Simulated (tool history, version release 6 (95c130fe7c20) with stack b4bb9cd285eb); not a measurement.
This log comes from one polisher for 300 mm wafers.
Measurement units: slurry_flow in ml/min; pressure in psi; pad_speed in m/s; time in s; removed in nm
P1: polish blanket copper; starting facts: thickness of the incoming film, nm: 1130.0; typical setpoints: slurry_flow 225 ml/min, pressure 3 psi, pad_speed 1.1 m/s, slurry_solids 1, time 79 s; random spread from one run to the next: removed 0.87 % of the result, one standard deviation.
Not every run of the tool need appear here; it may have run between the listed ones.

| run | hour | slurry_flow | pressure | pad_speed | slurry_solids | time | wafers polished on this pad | hours since the slurry nozzle was cleaned | hours since the head pressure was calibrated | hours since the slurry blender was calibrated | removed |
|---|---|---|---|---|---|---|---|---|---|---|---|
| 1 | 6 | 225 | 3 | 1.1 | 1 | 79 | 251 | 309.8 | 128.5 | 65.3 | 312.09 |
| 2 | 15.9 | 225 | 3 | 1.1 | 1.25 | 119 | 359 | 319.7 | 138.4 | 75.2 | 504.54 |
| 3 | 23.3 | 135 | 3 | 1.1 | 1 | 79 | 439 | 327.1 | 145.8 | 82.6 | 288.47 |
| 4 | 29.3 | 225 | 1.4 | 1.1 | 1 | 79 | 505 | 333.1 | 151.8 | 88.6 | 146.23 |
| 5 | 39.6 | 310 | 3 | 1.1 | 1 | 79 | 618 | 343.4 | 162.1 | 98.9 | 323.48 |
| 6 | 46.1 | 225 | 3 | 1.54 | 1 | 79 | 689 | 349.9 | 168.6 | 105.4 | 439.96 |
| 7 | 55.4 | 325 | 3 | 0.76 | 1 | 79 | 790 | 359.2 | 177.9 | 114.7 | 221.92 |
| 8 | 66.1 | 225 | 3 | 0.64 | 1 | 79 | 907 | 369.9 | 188.6 | 125.4 | 181.08 |
| 9 | 74.9 | 225 | 3 | 1.1 | 1 | 42 | 1003 | 378.7 | 197.4 | 134.2 | 166.56 |
| 10 | 83.5 | 225 | 3 | 1.1 | 0.6 | 79 | 1097 | 387.3 | 206 | 142.8 | 285.1 |
| 11 | 88.8 | 225 | 3 | 1.1 | 1 | 79 | 1155 | 392.6 | 211.3 | 148.1 | 312.68 |
| 12 | 94.3 | 170 | 3 | 0.62 | 1 | 79 | 1215 | 398.1 | 216.8 | 153.6 | 170.26 |
| 13 | 103.6 | 225 | 3 | 1.1 | 1 | 79 | 1317 | 407.4 | 226.1 | 162.9 | 309.58 |
| 14 | 109 | 225 | 4.6 | 1.1 | 1 | 79 | 1376 | 412.8 | 231.5 | 168.3 | 476.6 |
| 15 | 117 | 225 | 3 | 1.1 | 1 | 79 | 1463 | 420.8 | 239.5 | 176.3 | 312.42 |
| 16 | 124.5 | 225 | 3 | 1.1 | 1 | 111 | 1545 | 428.3 | 247 | 183.8 | 442.17 |
| 17 | 132.6 | 225 | 3 | 1.1 | 1 | 79 | 1633 | 436.4 | 255.1 | 191.9 | 316.47 |
| 18 | 142.3 | 225 | 3 | 1.1 | 1 | 79 | 1739 | 446.1 | 264.8 | 201.6 | 310.92 |
| 19 | 147.2 | 225 | 3 | 1.1 | 1.4 | 79 | 1793 | 451 | 269.7 | 206.5 | 330.1 |
| 20 | 158.4 | 225 | 3 | 1.1 | 1 | 79 | 1915 | 462.2 | 280.9 | 217.7 | 313.62 |
| 21 | 164.8 | 225 | 3 | 1.1 | 1 | 79 | 1985 | 468.6 | 287.3 | 224.1 | 303.24 |
| 22 | 172.8 | 225 | 3 | 1.1 | 1 | 79 | 2072 | 476.6 | 295.3 | 232.1 | 302.36 |
| 23 | 183.2 | 225 | 3 | 1.1 | 1 | 79 | 2186 | 487 | 305.7 | 242.5 | 294.74 |
|  | 187 | head pressure recalibrated |
| 24 | 191.5 | 225 | 3 | 1.1 | 1 | 79 | 2277 | 495.3 | 4.6 | 250.8 | 297.24 |
|  | 196.9 | worn pad replaced by a new one |
| 25 | 197.5 | 225 | 3 | 1.1 | 1 | 79 | 6 | 501.3 | 10.6 | 256.8 | 299.2 |
| 26 | 203.8 | 225 | 3 | 1.1 | 1 | 79 | 75 | 507.6 | 16.9 | 263.1 | 296.07 |
| 27 | 210.3 | 225 | 3 | 1.1 | 1 | 79 | 146 | 514.1 | 23.4 | 269.6 | 292.67 |
| 28 | 216 | 225 | 3 | 1.1 | 1 | 79 | 208 | 519.8 | 29.1 | 275.3 | 291.14 |

What P1 gives has crept off from where it sat before. The 2 causes that follow fit the log equally well, each at the size noted:
A: slurry flow missing at the pad, % = 35.4
B: abrasive missing from the slurry, % = 26.2
At approximately hour 158.4, the process output began to creep.
Every other cause this tool's parts could produce, and why it does not fit the log:
removal rate lost through wear of the pad, %: serviced at hour 196.9, after the drift had started, without restoring the earlier output
head's pressure below its setpoint, %: serviced at hour 187, after the drift had started, without restoring the earlier output

Which of the check runs below tells the causes apart, meaning the causes would give it clearly different results? Each run uses 3 wafers whose results are averaged, and each result is shown as a question mark.
| check 1 | 221.7 | 225 | 4.4 | 1.1 | 1.35 | 79 |  |  |  |  | ? |
| check 2 | 221.7 | 135 | 3 | 1.1 | 1 | 44 |  |  |  |  | ? |
| check 3 | 221.7 | 225 | 2.4 | 1.1 | 0.7 | 79 |  |  |  |  | ? |
| check 4 | 221.7 | 225 | 1.5 | 1.1 | 1 | 105 |  |  |  |  | ? |

Predicted outcomes, by check and by cause:
| check | result | if A | if B |
|---|---|---|---|
| check 1 | removed | 457.89 | 456.79 |
| check 2 | removed | 145.13 | 150.72 |
| check 3 | removed | 217.08 | 217.68 |
| check 4 | removed | 194.33 | 194.31 |
Distance between the nearest two causes, measured in the result of the check that separates them most: check 1 0.24 %; check 2 3.78 %; check 3 0.28 %; check 4 0.01 %
Check 2 distinguishes between the causes, while the remaining checks would return nearly the same result for all of them.

After running check 2, the following was obtained: removed 149.67 nm. Which cause does this point to?

It is B: abrasive missing from the slurry, %.

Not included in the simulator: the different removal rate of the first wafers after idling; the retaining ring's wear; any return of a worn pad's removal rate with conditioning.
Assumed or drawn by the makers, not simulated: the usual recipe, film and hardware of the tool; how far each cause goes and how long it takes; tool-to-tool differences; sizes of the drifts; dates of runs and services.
